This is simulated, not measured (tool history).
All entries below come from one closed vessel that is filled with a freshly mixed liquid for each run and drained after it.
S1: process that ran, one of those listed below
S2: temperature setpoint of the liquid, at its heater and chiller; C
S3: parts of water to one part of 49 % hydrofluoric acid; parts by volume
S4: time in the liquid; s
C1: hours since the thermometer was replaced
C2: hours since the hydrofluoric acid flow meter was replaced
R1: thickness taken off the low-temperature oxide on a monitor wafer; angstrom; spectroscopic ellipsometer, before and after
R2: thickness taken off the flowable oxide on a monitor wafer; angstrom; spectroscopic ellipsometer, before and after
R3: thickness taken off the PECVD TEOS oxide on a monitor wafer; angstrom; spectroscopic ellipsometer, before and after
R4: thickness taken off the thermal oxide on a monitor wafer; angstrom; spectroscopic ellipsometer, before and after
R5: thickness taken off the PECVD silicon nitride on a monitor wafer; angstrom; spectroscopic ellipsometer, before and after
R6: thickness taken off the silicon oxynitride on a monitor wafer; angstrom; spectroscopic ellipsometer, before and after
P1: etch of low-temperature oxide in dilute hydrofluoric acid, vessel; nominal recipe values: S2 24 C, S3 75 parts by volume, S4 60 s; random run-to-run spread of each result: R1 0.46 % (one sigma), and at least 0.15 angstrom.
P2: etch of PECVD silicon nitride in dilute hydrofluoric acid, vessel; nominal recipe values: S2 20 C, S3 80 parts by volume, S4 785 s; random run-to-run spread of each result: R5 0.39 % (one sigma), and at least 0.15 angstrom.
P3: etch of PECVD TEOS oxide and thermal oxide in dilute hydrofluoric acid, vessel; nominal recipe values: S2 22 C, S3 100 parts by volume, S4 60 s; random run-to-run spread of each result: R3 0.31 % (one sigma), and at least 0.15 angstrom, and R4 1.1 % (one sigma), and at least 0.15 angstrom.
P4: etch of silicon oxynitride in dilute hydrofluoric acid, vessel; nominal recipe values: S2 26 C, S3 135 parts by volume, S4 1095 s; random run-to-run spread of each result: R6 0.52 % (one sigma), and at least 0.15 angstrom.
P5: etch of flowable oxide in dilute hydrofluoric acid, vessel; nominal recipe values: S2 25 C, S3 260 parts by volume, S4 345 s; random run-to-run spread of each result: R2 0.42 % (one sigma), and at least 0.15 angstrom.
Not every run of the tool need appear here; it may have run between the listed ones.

run 1 hour=3.8 | S1=P1 S2=24 S3=75 S4=60 | C1=385.8 C2=838.4 | R1=177.35
run 2 hour=8.4 | S1=P5 S2=25 S3=260 S4=345 | C1=390.4 C2=843 | R2=397.39
run 3 hour=10.9 | S1=P3 S2=22 S3=165 S4=60 | C1=392.9 C2=845.5 | R3=65.507 R4=14.271
run 4 hour=13.5 | S1=P1 S2=24 S3=75 S4=95 | C1=395.5 C2=848.1 | R1=281.21
run 5 hour=18.1 | S1=P1 S2=24 S3=115 S4=90 | C1=400.1 C2=852.7 | R1=163.79
run 6 hour=22.3 | S1=P2 S2=28 S3=80 S4=785 | C1=404.3 C2=856.9 | R5=256.72
run 7 hour=25.7 | S1=P4 S2=26 S3=135 S4=2140 | C1=407.7 C2=860.3 | R6=808.85
run 8 hour=28.7 | S1=P3 S2=17 S3=100 S4=60 | C1=410.7 C2=863.3 | R3=94.496 R4=20.694
run 9 hour=31 | S1=P4 S2=26 S3=225 S4=1095 | C1=413 C2=865.6 | R6=232.06
run 10 hour=34.3 | S1=P3 S2=22 S3=100 S4=60 | C1=416.3 C2=868.9 | R3=116.3 R4=25.352
run 11 hour=38.4 | S1=P1 S2=24 S3=75 S4=60 | C1=420.4 C2=873 | R1=176.86
run 12 hour=40.8 | S1=P4 S2=26 S3=135 S4=1095 | C1=422.8 C2=875.4 | R6=415.7
run 13 hour=44.8 | S1=P5 S2=18 S3=260 S4=345 | C1=426.8 C2=879.4 | R2=308.3
run 14 hour=47.2 | S1=P1 S2=24 S3=75 S4=60 | C1=429.2 C2=881.8 | R1=176.92
run 15 hour=49.6 | S1=P1 S2=24 S3=75 S4=30 | C1=431.6 C2=884.2 | R1=88.579
run 16 hour=54.1 | S1=P5 S2=25 S3=260 S4=30 | C1=436.1 C2=888.7 | R2=34.643
run 17 hour=57.7 | S1=P1 S2=24 S3=75 S4=60 | C1=439.7 C2=892.3 | R1=177.39
run 18 hour=61.6 | S1=P2 S2=20 S3=80 S4=410 | C1=443.6 C2=896.2 | R5=78.857
run 19 hour=64.2 | S1=P1 S2=27.5 S3=75 S4=90 | C1=446.2 C2=898.8 | R1=303.77
run 20 hour=67.5 | S1=P5 S2=25 S3=75 S4=345 | C1=449.5 C2=902.1 | R2=1715.1
run 21 hour=69.6 | S1=P4 S2=33.5 S3=135 S4=1095 | C1=451.6 C2=904.2 | R6=576.08
run 22 hour=73 | S1=P1 S2=18.5 S3=75 S4=60 | C1=455 C2=907.6 | R1=141.91
run 23 hour=76.9 | S1=P1 S2=24 S3=110 S4=60 | C1=458.9 C2=911.5 | R1=115
run 24 hour=79.6 | S1=P1 S2=24 S3=75 S4=60 | C1=461.6 C2=914.2 | R1=176.9
run 25 hour=83 | S1=P3 S2=22 S3=100 S4=30 | C1=465 C2=917.6 | R3=58.081 R4=12.944
run 26 hour=85.1 | S1=P2 S2=20 S3=50 S4=785 | C1=467.1 C2=919.7 | R5=238.91
run 27 hour=88.8 | S1=P2 S2=20 S3=80 S4=785 | C1=470.8 C2=923.4 | R5=150.74
run 28 hour=92.1 | S1=P1 S2=24 S3=40 S4=60 | C1=474.1 C2=926.7 | R1=346.23
run 29 hour=96.1 | S1=P1 S2=30 S3=75 S4=60 | C1=478.1 C2=930.7 | R1=223.97
run 30 hour=99.1 | S1=P4 S2=26 S3=135 S4=1095 | C1=481.1 C2=933.7 | R6=410.83
run 31 hour=102 | S1=P1 S2=24 S3=75 S4=60 | C1=484 C2=936.6 | R1=176.39
run 32 hour=105.9 | S1=P1 S2=24 S3=75 S4=60 | C1=487.9 C2=940.5 | R1=183.91
run 33 hour=110.2 | S1=P1 S2=24 S3=75 S4=60 | C1=492.2 C2=944.8 | R1=186.07
run 34 hour=112.7 | S1=P1 S2=24 S3=75 S4=60 | C1=494.7 C2=947.3 | R1=185.93
run 35 hour=115.6 | S1=P1 S2=24 S3=75 S4=60 | C1=497.6 C2=950.2 | R1=185.37
run 36 hour=119.6 | S1=P1 S2=24 S3=75 S4=60 | C1=501.6 C2=954.2 | R1=187.91
run 37 hour=123.3 | S1=P1 S2=24 S3=75 S4=60 | C1=505.3 C2=957.9 | R1=187.21
run 38 hour=125.5 | S1=P1 S2=24 S3=75 S4=60 | C1=507.5 C2=960.1 | R1=187.29

P1 no longer gives what it gave before; its output has crept away from where it was. The following 2 causes, each at its listed size, fit the log equally well:
A: hydrofluoric acid flow above the setpoint (%) = 5.76
B: liquid hotter than its thermometer reads (K) = 1.53
The process output started creeping at around hour 102.

The check runs listed below each take one wafer, and their results are still question marks. Under which run would the listed causes lead to clearly different results?
run check 1 hour=127.7 | S1=P3 S2=22 S3=150 S4=60 | R3=? R4=?
run check 2 hour=127.7 | S1=P2 S2=26 S3=80 S4=785 | R5=?
run check 3 hour=127.7 | S1=P5 S2=25 S3=125 S4=30 | R2=?
run check 4 hour=127.7 | S1=P4 S2=26 S3=135 S4=1915 | R6=?

How each check would come out, cause by cause:
check=check_1 result=R3 if_A=77.903 if_B=77.456
check=check_1 result=R4 if_A=16.967 if_B=16.87
check=check_2 result=R5 if_A=238.63 if_B=249.38
check=check_3 result=R2 if_A=89.253 if_B=88.738
check=check_4 result=R6 if_A=772.49 if_B=777.65
Per check, the gap between the least separated pair of causes, taken in the result that splits them most: check 1 0.57 %; check 2 4.41 %; check 3 0.58 %; check 4 0.67 %
Check 2 is the one run that separates the causes; every other check would come out nearly the same whichever cause is at work.

Running check 2 produced the following: R5 250.22 angstrom. Which one of the listed causes fits?

Of the candidate causes, it is B: liquid hotter than its thermometer reads (K).

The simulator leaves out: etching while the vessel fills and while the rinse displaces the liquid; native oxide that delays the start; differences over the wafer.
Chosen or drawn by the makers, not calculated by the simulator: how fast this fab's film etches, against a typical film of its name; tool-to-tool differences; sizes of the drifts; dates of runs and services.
